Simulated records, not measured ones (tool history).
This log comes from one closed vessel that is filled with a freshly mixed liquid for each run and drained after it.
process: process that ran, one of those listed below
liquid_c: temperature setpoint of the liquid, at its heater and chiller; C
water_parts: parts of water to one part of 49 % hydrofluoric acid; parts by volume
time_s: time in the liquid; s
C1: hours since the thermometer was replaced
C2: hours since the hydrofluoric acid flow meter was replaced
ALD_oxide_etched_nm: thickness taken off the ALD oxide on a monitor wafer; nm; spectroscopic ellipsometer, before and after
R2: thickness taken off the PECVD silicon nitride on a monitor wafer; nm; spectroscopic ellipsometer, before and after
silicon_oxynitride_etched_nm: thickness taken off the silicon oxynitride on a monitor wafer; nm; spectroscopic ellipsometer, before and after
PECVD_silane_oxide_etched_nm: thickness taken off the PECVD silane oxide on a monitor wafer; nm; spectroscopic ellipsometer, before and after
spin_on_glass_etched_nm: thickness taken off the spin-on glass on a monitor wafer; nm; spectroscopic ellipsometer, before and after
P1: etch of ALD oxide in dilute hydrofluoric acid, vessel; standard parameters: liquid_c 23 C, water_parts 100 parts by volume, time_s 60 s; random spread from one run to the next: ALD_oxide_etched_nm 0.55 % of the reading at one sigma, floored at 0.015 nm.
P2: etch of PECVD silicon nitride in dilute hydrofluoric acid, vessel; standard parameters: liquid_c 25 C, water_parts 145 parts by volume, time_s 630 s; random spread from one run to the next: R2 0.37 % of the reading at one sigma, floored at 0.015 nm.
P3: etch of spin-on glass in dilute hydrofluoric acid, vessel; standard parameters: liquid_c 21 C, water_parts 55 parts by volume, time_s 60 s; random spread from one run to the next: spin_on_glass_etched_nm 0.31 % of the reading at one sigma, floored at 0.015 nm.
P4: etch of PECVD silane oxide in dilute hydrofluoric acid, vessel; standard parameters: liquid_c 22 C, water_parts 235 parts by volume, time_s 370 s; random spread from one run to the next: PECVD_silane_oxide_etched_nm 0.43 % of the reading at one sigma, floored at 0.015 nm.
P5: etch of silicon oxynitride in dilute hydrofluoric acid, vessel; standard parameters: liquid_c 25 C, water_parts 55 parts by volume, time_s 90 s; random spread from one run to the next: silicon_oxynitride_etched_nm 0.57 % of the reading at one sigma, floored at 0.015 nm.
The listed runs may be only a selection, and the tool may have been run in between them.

Run 1, day 0.317: process P1, liquid_c 23 C, water_parts 100 parts by volume, time_s 60 s; C1 791.2; C2 139. Result: ALD_oxide_etched_nm 19.038 nm.
Run 2, day 0.696: process P2, liquid_c 25 C, water_parts 145 parts by volume, time_s 30 s; C1 800.3; C2 148.1. Result: R2 1.1707 nm.
Run 3, day 0.925: process P5, liquid_c 25 C, water_parts 105 parts by volume, time_s 90 s; C1 805.8; C2 153.6. Result: silicon_oxynitride_etched_nm 4.3595 nm.
Run 4, day 1.362: process P5, liquid_c 33.5 C, water_parts 55 parts by volume, time_s 90 s; C1 816.3; C2 164.1. Result: silicon_oxynitride_etched_nm 12.818 nm.
Run 5, day 1.754: process P1, liquid_c 30.5 C, water_parts 100 parts by volume, time_s 60 s; C1 825.7; C2 173.5. Result: ALD_oxide_etched_nm 25.578 nm.
At day 2.004: thermometer replaced.
Run 6, day 2.012: process P2, liquid_c 18.5 C, water_parts 145 parts by volume, time_s 630 s; C1 0.2; C2 179.7. Result: R2 16.128 nm.
Run 7, day 2.379: process P2, liquid_c 25 C, water_parts 220 parts by volume, time_s 630 s; C1 9; C2 188.5. Result: R2 16.485 nm.
Run 8, day 2.754: process P5, liquid_c 25 C, water_parts 55 parts by volume, time_s 165 s; C1 18; C2 197.5. Result: silicon_oxynitride_etched_nm 15.795 nm.
Run 9, day 3.062: process P4, liquid_c 22 C, water_parts 95 parts by volume, time_s 370 s; C1 25.4; C2 204.9. Result: PECVD_silane_oxide_etched_nm 108.63 nm.
Run 10, day 3.479: process P3, liquid_c 21 C, water_parts 55 parts by volume, time_s 115 s; C1 35.4; C2 214.9. Result: spin_on_glass_etched_nm 64.995 nm.
Run 11, day 3.896: process P1, liquid_c 28.5 C, water_parts 100 parts by volume, time_s 30 s; C1 45.4; C2 224.9. Result: ALD_oxide_etched_nm 11.898 nm.
Run 12, day 4.154: process P1, liquid_c 23 C, water_parts 100 parts by volume, time_s 30 s; C1 51.6; C2 231.1. Result: ALD_oxide_etched_nm 9.6461 nm.
Run 13, day 4.417: process P1, liquid_c 23 C, water_parts 100 parts by volume, time_s 105 s; C1 57.9; C2 237.4. Result: ALD_oxide_etched_nm 33.714 nm.
Run 14, day 4.671: process P4, liquid_c 22 C, water_parts 235 parts by volume, time_s 370 s; C1 64; C2 243.5. Result: PECVD_silane_oxide_etched_nm 37.506 nm.
Run 15, day 5.012: process P1, liquid_c 23 C, water_parts 175 parts by volume, time_s 60 s; C1 72.2; C2 251.7. Result: ALD_oxide_etched_nm 10.087 nm.
Run 16, day 5.412: process P4, liquid_c 22 C, water_parts 235 parts by volume, time_s 620 s; C1 81.8; C2 261.3. Result: PECVD_silane_oxide_etched_nm 62.692 nm.
Run 17, day 5.804: process P1, liquid_c 17 C, water_parts 100 parts by volume, time_s 60 s; C1 91.2; C2 270.7. Result: ALD_oxide_etched_nm 14.994 nm.
Run 18, day 6.012: process P3, liquid_c 21 C, water_parts 55 parts by volume, time_s 60 s; C1 96.2; C2 275.7. Result: spin_on_glass_etched_nm 33.469 nm.
Run 19, day 6.229: process P3, liquid_c 21 C, water_parts 55 parts by volume, time_s 60 s; C1 101.4; C2 280.9. Result: spin_on_glass_etched_nm 33.665 nm.
Run 20, day 6.471: process P4, liquid_c 17 C, water_parts 235 parts by volume, time_s 370 s; C1 107.2; C2 286.7. Result: PECVD_silane_oxide_etched_nm 31.096 nm.
Run 21, day 6.696: process P1, liquid_c 23 C, water_parts 50 parts by volume, time_s 60 s; C1 112.6; C2 292.1. Result: ALD_oxide_etched_nm 40.584 nm.
Run 22, day 6.971: process P5, liquid_c 25 C, water_parts 55 parts by volume, time_s 90 s; C1 119.2; C2 298.7. Result: silicon_oxynitride_etched_nm 8.6305 nm.
Run 23, day 7.329: process P1, liquid_c 23 C, water_parts 100 parts by volume, time_s 60 s; C1 127.8; C2 307.3. Result: ALD_oxide_etched_nm 19.141 nm.
Run 24, day 7.592: process P2, liquid_c 25 C, water_parts 145 parts by volume, time_s 630 s; C1 134.1; C2 313.6. Result: R2 24.795 nm.
Run 25, day 7.85: process P3, liquid_c 21 C, water_parts 20 parts by volume, time_s 60 s; C1 140.3; C2 319.8. Result: spin_on_glass_etched_nm 97.315 nm.
Run 26, day 8.288: process P1, liquid_c 23 C, water_parts 100 parts by volume, time_s 60 s; C1 150.8; C2 330.3. Result: ALD_oxide_etched_nm 18.959 nm.
Run 27, day 8.638: process P1, liquid_c 23 C, water_parts 100 parts by volume, time_s 60 s; C1 159.2; C2 338.7. Result: ALD_oxide_etched_nm 19.137 nm.
Run 28, day 9.05: process P4, liquid_c 22 C, water_parts 235 parts by volume, time_s 370 s; C1 169.1; C2 348.6. Result: PECVD_silane_oxide_etched_nm 37.484 nm.
Run 29, day 9.421: process P1, liquid_c 23 C, water_parts 100 parts by volume, time_s 60 s; C1 178; C2 357.5. Result: ALD_oxide_etched_nm 19.186 nm.
Run 30, day 9.8: process P2, liquid_c 25 C, water_parts 145 parts by volume, time_s 630 s; C1 187.1; C2 366.6. Result: R2 24.77 nm.
Run 31, day 10.238: process P3, liquid_c 27 C, water_parts 55 parts by volume, time_s 60 s; C1 197.6; C2 377.1. Result: spin_on_glass_etched_nm 43.06 nm.
Run 32, day 10.512: process P1, liquid_c 23 C, water_parts 100 parts by volume, time_s 60 s; C1 204.2; C2 383.7. Result: ALD_oxide_etched_nm 19.146 nm.
Run 33, day 10.771: process P1, liquid_c 23 C, water_parts 100 parts by volume, time_s 60 s; C1 210.4; C2 389.9. Result: ALD_oxide_etched_nm 18.755 nm.
Run 34, day 10.996: process P1, liquid_c 23 C, water_parts 100 parts by volume, time_s 60 s; C1 215.8; C2 395.3. Result: ALD_oxide_etched_nm 18.344 nm.
Run 35, day 11.288: process P1, liquid_c 23 C, water_parts 100 parts by volume, time_s 60 s; C1 222.8; C2 402.3. Result: ALD_oxide_etched_nm 18.326 nm.
Run 36, day 11.554: process P1, liquid_c 23 C, water_parts 100 parts by volume, time_s 60 s; C1 229.2; C2 408.7. Result: ALD_oxide_etched_nm 18.349 nm.
Run 37, day 11.862: process P1, liquid_c 23 C, water_parts 100 parts by volume, time_s 60 s; C1 236.6; C2 416.1. Result: ALD_oxide_etched_nm 18.084 nm.
Run 38, day 12.288: process P1, liquid_c 23 C, water_parts 100 parts by volume, time_s 60 s; C1 246.8; C2 426.3. Result: ALD_oxide_etched_nm 18.009 nm.
Run 39, day 12.529: process P1, liquid_c 23 C, water_parts 100 parts by volume, time_s 60 s; C1 252.6; C2 432.1. Result: ALD_oxide_etched_nm 18.059 nm.
Run 40, day 12.838: process P1, liquid_c 23 C, water_parts 100 parts by volume, time_s 60 s; C1 260; C2 439.5. Result: ALD_oxide_etched_nm 18.195 nm.

What P1 gives has crept off from where it sat before. The 2 causes that follow fit the log equally well, each at the size noted:
A: liquid colder than its thermometer reads (K) = 1.49
B: hydrofluoric acid flow below the setpoint (%) = 5.17
Onset of the creep was near day 10.512.

4 check runs are offered, one wafer each, their results left as question marks. Which one tells the causes apart?
Run check 1, day 13.146: process P5, liquid_c 33 C, water_parts 55 parts by volume, time_s 150 s. Result: silicon_oxynitride_etched_nm ?.
Run check 2, day 13.146: process P3, liquid_c 27 C, water_parts 20 parts by volume, time_s 60 s. Result: spin_on_glass_etched_nm ?.
Run check 3, day 13.146: process P4, liquid_c 22 C, water_parts 125 parts by volume, time_s 370 s. Result: PECVD_silane_oxide_etched_nm ?.
Run check 4, day 13.146: process P2, liquid_c 20 C, water_parts 145 parts by volume, time_s 105 s. Result: R2 ?.

Check results expected under each cause:
  check                        result    if A    if B
check 1  silicon_oxynitride_etched_nm  19.618  19.841
check 2       spin_on_glass_etched_nm  117.32  118.17
check 3  PECVD_silane_oxide_etched_nm  74.601  74.512
check 4                            R2  2.6992  2.8337
Minimum pairwise separation of causes per check, each pair taken at its best-separating result: check 1 1.13 %; check 2 0.72 %; check 3 0.12 %; check 4 4.86 %
Check 4 tells the causes apart: in the others they would give nearly the same result.

After running check 4, the following was obtained: R2 2.712 nm. Which cause does this point to?

A is the cause: liquid colder than its thermometer reads (K).
